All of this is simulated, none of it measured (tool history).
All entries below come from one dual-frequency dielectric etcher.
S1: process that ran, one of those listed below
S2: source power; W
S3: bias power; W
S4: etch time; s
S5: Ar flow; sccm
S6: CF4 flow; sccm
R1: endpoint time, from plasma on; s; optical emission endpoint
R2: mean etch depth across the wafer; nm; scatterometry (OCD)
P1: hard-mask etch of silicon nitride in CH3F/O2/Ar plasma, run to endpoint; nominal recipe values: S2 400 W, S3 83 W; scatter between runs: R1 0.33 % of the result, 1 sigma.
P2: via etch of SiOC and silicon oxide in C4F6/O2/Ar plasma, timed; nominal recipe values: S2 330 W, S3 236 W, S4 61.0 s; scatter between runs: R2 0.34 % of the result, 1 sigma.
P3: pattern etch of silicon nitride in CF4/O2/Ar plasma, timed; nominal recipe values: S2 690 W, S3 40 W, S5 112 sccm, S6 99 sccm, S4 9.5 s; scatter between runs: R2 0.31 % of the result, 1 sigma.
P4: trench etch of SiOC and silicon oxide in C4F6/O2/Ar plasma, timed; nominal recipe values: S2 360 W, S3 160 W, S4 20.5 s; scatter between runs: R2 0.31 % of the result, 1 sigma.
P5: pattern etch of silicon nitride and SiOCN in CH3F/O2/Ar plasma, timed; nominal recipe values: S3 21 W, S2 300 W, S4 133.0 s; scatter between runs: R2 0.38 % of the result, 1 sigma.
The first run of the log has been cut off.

run 2 hour=28.4 | S1=P2 S2=330 S3=327 S4=61.0 | R2=79.3760
run 3 hour=44.5 | S1=P1 S2=540 S3=83 | R1=45.896
-- hour=47.0 bias power generator calibrated
run 4 hour=52.5 | S1=P5 S2=230 S3=21 S4=133.0 | R2=14.4680
run 5 hour=69.5 | S1=P5 S2=300 S3=21 S4=133.0 | R2=15.6980
run 6 hour=79.5 | S1=P1 S2=330 S3=83 | R1=55.372
run 7 hour=92.7 | S1=P4 S2=360 S3=107 S4=20.5 | R2=32.7520
run 8 hour=108.1 | S1=P1 S2=310 S3=68 | R1=60.978
run 9 hour=117.7 | S1=P1 S2=550 S3=63 | R1=50.113
run 10 hour=135.6 | S1=P1 S2=400 S3=83 | R1=51.259
run 11 hour=143.7 | S1=P1 S2=400 S3=83 | R1=51.707
run 12 hour=157.0 | S1=P4 S2=360 S3=160 S4=13.5 | R2=24.4090
run 13 hour=167.9 | S1=P3 S2=690 S3=47 S4=9.5 S5=112 S6=99 | R2=23.4120
run 14 hour=181.2 | S1=P4 S2=360 S3=160 S4=20.5 | R2=37.0780
run 15 hour=190.9 | S1=P3 S2=690 S3=40 S4=12.5 S5=112 S6=99 | R2=29.1570
run 16 hour=201.2 | S1=P5 S2=300 S3=16 S4=133.0 | R2=13.9540
run 17 hour=219.0 | S1=P4 S2=500 S3=160 S4=20.5 | R2=42.0100
run 18 hour=231.4 | S1=P2 S2=200 S3=236 S4=61.0 | R2=58.4110
run 19 hour=246.0 | S1=P1 S2=270 S3=114 | R1=53.154
run 20 hour=263.2 | S1=P5 S2=300 S3=21 S4=133.0 | R2=15.6560
run 21 hour=271.3 | S1=P2 S2=330 S3=236 S4=37.5 | R2=43.5420
run 22 hour=281.2 | S1=P3 S2=690 S3=40 S4=9.5 S5=138 S6=99 | R2=21.3610
run 23 hour=291.1 | S1=P3 S2=690 S3=40 S4=9.5 S5=112 S6=99 | R2=22.1960
run 24 hour=300.8 | S1=P5 S2=300 S3=21 S4=75.0 | R2=8.9416
run 25 hour=316.3 | S1=P1 S2=400 S3=58 | R1=58.493
run 26 hour=325.8 | S1=P1 S2=400 S3=109 | R1=46.634

Estimate the outcome of run 27 from the log above:
run 27 hour=334.3 | S1=P2 S2=330 S3=236 S4=61.0 | R2=?

R2: 70.3460 nm

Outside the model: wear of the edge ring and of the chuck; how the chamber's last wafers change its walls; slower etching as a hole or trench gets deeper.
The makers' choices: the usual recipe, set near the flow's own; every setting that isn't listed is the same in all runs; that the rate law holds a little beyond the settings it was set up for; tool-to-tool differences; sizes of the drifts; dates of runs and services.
